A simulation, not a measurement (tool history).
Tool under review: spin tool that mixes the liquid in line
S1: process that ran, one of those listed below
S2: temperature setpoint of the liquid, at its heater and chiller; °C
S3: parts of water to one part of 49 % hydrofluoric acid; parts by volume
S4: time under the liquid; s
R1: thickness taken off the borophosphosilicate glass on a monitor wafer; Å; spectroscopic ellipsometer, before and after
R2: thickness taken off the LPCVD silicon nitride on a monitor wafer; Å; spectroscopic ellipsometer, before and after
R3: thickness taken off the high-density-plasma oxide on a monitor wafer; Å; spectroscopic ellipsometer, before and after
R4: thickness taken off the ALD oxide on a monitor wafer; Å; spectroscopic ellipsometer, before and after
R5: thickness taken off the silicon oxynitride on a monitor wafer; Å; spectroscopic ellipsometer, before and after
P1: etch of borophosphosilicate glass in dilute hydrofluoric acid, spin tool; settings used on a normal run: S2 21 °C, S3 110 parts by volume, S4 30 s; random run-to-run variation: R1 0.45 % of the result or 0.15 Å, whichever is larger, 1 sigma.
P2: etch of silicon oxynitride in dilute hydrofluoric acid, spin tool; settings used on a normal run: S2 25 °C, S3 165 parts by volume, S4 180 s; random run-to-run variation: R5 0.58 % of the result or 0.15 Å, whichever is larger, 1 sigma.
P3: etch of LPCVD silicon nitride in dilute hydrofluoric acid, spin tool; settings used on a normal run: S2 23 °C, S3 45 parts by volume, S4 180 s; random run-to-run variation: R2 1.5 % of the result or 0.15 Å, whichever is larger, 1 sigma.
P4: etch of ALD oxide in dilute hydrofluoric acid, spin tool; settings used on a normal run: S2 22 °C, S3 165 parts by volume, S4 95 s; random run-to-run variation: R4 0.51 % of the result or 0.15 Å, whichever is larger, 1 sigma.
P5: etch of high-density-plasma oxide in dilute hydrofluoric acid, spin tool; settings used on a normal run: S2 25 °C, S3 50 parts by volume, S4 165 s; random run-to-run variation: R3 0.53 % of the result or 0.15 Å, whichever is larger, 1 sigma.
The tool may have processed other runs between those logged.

Run 1, hour 11.8: S1 P1, S2 21 °C, S3 110 parts by volume, S4 30 s. Result: R1 121.9 Å.
Run 2, hour 23.8: S1 P3, S2 23 °C, S3 75 parts by volume, S4 180 s. Result: R2 10.104 Å.
Run 3, hour 35.2: S1 P5, S2 19.5 °C, S3 50 parts by volume, S4 165 s. Result: R3 144.11 Å.
Run 4, hour 45.6: S1 P3, S2 23 °C, S3 45 parts by volume, S4 180 s. Result: R2 16.805 Å.
Run 5, hour 63.1: S1 P4, S2 22 °C, S3 95 parts by volume, S4 95 s. Result: R4 235.49 Å.
Run 6, hour 72.7: S1 P5, S2 25 °C, S3 50 parts by volume, S4 15 s. Result: R3 16.891 Å.
Run 7, hour 89.7: S1 P1, S2 21 °C, S3 110 parts by volume, S4 30 s. Result: R1 120.79 Å.
Run 8, hour 105.4: S1 P5, S2 25 °C, S3 20 parts by volume, S4 165 s. Result: R3 480.35 Å.
Run 9, hour 122.1: S1 P4, S2 22 °C, S3 165 parts by volume, S4 95 s. Result: R4 125.84 Å.
Run 10, hour 136: S1 P3, S2 31.5 °C, S3 45 parts by volume, S4 180 s. Result: R2 29.073 Å.
Run 11, hour 149.3: S1 P2, S2 18.5 °C, S3 165 parts by volume, S4 180 s. Result: R5 38.662 Å.
Run 12, hour 161.5: S1 P1, S2 25.5 °C, S3 110 parts by volume, S4 30 s. Result: R1 144.43 Å.
Run 13, hour 170.4: S1 P1, S2 21 °C, S3 110 parts by volume, S4 15 s. Result: R1 60.275 Å.
Run 14, hour 185.6: S1 P1, S2 21 °C, S3 110 parts by volume, S4 30 s. Result: R1 120.53 Å.
Run 15, hour 199.2: S1 P1, S2 21 °C, S3 110 parts by volume, S4 30 s. Result: R1 121.55 Å.
Run 16, hour 212.8: S1 P3, S2 23 °C, S3 45 parts by volume, S4 315 s. Result: R2 28.846 Å.
Run 17, hour 223.2: S1 P2, S2 25 °C, S3 165 parts by volume, S4 290 s. Result: R5 83.604 Å.
Run 18, hour 238: S1 P1, S2 21 °C, S3 110 parts by volume, S4 60 s. Result: R1 242.56 Å.
Run 19, hour 245.7: S1 P1, S2 21 °C, S3 40 parts by volume, S4 30 s. Result: R1 365.45 Å.
Run 20, hour 255.4: S1 P1, S2 17.5 °C, S3 20 parts by volume, S4 30 s. Result: R1 634.4 Å.
Run 21, hour 273: S1 P4, S2 22 °C, S3 165 parts by volume, S4 30 s. Result: R4 39.504 Å.
Run 22, hour 281.7: S1 P2, S2 25 °C, S3 165 parts by volume, S4 180 s. Result: R5 52.01 Å.
Run 23, hour 297.6: S1 P4, S2 17 °C, S3 165 parts by volume, S4 95 s. Result: R4 101.93 Å.

Predict the results of run 24:
Run 24, hour 314.6: S1 P2, S2 25 °C, S3 270 parts by volume, S4 180 s. Result: R5 ?.

Run 24 gave R5 29.207 Å.
